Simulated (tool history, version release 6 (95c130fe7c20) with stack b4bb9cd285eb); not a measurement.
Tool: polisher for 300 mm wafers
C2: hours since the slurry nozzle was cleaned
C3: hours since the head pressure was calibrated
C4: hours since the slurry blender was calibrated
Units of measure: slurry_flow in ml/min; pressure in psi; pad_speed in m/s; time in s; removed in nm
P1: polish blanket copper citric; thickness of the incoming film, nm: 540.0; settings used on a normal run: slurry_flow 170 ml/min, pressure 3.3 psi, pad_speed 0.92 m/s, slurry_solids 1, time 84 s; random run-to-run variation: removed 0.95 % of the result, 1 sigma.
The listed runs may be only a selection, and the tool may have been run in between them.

Run 1, hour 12.2: slurry_flow 170 ml/min, pressure 3.3 psi, pad_speed 0.92 m/s, slurry_solids 1, time 84 s; wafers polished on this pad 897; C2 360; C3 164.1; C4 268.2. Result: removed 196.25 nm.
Run 2, hour 21.6: slurry_flow 170 ml/min, pressure 3.3 psi, pad_speed 0.92 m/s, slurry_solids 1, time 108 s; wafers polished on this pad 976; C2 369.4; C3 173.5; C4 277.6. Result: removed 250.53 nm.
Run 3, hour 29: slurry_flow 170 ml/min, pressure 3.3 psi, pad_speed 1.44 m/s, slurry_solids 1, time 84 s; wafers polished on this pad 1039; C2 376.8; C3 180.9; C4 285. Result: removed 302.21 nm.
Run 4, hour 42.6: slurry_flow 170 ml/min, pressure 3.3 psi, pad_speed 0.92 m/s, slurry_solids 1, time 84 s; wafers polished on this pad 1154; C2 390.4; C3 194.5; C4 298.6. Result: removed 192.89 nm.
Run 5, hour 53.6: slurry_flow 170 ml/min, pressure 3.3 psi, pad_speed 0.92 m/s, slurry_solids 1, time 84 s; wafers polished on this pad 1247; C2 401.4; C3 205.5; C4 309.6. Result: removed 194.49 nm.
Run 6, hour 67.7: slurry_flow 170 ml/min, pressure 3.3 psi, pad_speed 0.92 m/s, slurry_solids 1.45, time 84 s; wafers polished on this pad 1366; C2 415.5; C3 219.6; C4 323.7. Result: removed 211.01 nm.
Run 7, hour 74.7: slurry_flow 100 ml/min, pressure 3.3 psi, pad_speed 0.92 m/s, slurry_solids 1, time 107 s; wafers polished on this pad 1426; C2 422.5; C3 226.6; C4 330.7. Result: removed 224.37 nm.
Run 8, hour 89.7: slurry_flow 170 ml/min, pressure 3.3 psi, pad_speed 0.92 m/s, slurry_solids 1, time 84 s; wafers polished on this pad 1553; C2 437.5; C3 241.6; C4 345.7. Result: removed 198.71 nm.
Run 9, hour 96.7: slurry_flow 170 ml/min, pressure 1.6 psi, pad_speed 0.92 m/s, slurry_solids 1, time 84 s; wafers polished on this pad 1612; C2 444.5; C3 248.6; C4 352.7. Result: removed 98.269 nm.
Run 10, hour 108.8: slurry_flow 240 ml/min, pressure 3.3 psi, pad_speed 0.92 m/s, slurry_solids 1, time 43 s; wafers polished on this pad 1714; C2 456.6; C3 260.7; C4 364.8. Result: removed 104.96 nm.
Run 11, hour 117.6: slurry_flow 170 ml/min, pressure 3.3 psi, pad_speed 0.92 m/s, slurry_solids 1, time 38 s; wafers polished on this pad 1789; C2 465.4; C3 269.5; C4 373.6. Result: removed 86.79 nm.
Run 12, hour 127.6: slurry_flow 170 ml/min, pressure 3.3 psi, pad_speed 0.92 m/s, slurry_solids 0.6, time 84 s; wafers polished on this pad 1873; C2 475.4; C3 279.5; C4 383.6. Result: removed 173.97 nm.
Run 13, hour 141.1: slurry_flow 170 ml/min, pressure 5.1 psi, pad_speed 0.92 m/s, slurry_solids 1, time 84 s; wafers polished on this pad 1988; C2 488.9; C3 293; C4 397.1. Result: removed 298.37 nm.
Run 14, hour 154.7: slurry_flow 170 ml/min, pressure 3.3 psi, pad_speed 0.52 m/s, slurry_solids 1, time 84 s; wafers polished on this pad 2103; C2 502.5; C3 306.6; C4 410.7. Result: removed 112.17 nm.
Run 15, hour 169.7: slurry_flow 170 ml/min, pressure 3.3 psi, pad_speed 0.92 m/s, slurry_solids 1, time 84 s; wafers polished on this pad 2230; C2 517.5; C3 321.6; C4 425.7. Result: removed 198.33 nm.
Run 16, hour 178: slurry_flow 240 ml/min, pressure 3.3 psi, pad_speed 0.92 m/s, slurry_solids 1, time 84 s; wafers polished on this pad 2300; C2 525.8; C3 329.9; C4 434. Result: removed 204.06 nm.
Run 17, hour 185.3: slurry_flow 100 ml/min, pressure 3.3 psi, pad_speed 0.92 m/s, slurry_solids 1, time 84 s; wafers polished on this pad 2362; C2 533.1; C3 337.2; C4 441.3. Result: removed 175.63 nm.
Run 18, hour 199.3: slurry_flow 170 ml/min, pressure 3.3 psi, pad_speed 0.92 m/s, slurry_solids 1, time 84 s; wafers polished on this pad 2480; C2 547.1; C3 351.2; C4 455.3. Result: removed 195.53 nm.
Run 19, hour 211.2: slurry_flow 170 ml/min, pressure 3.3 psi, pad_speed 0.92 m/s, slurry_solids 1, time 84 s; wafers polished on this pad 2581; C2 559; C3 363.1; C4 467.2. Result: removed 194.58 nm.

Expected results for the next run?
Run 20, hour 222: slurry_flow 170 ml/min, pressure 3.3 psi, pad_speed 0.92 m/s, slurry_solids 1, time 84 s; wafers polished on this pad 2672; C2 569.8; C3 373.9; C4 478. Result: removed ?.

Logged for run 20: removed 190.21 nm.
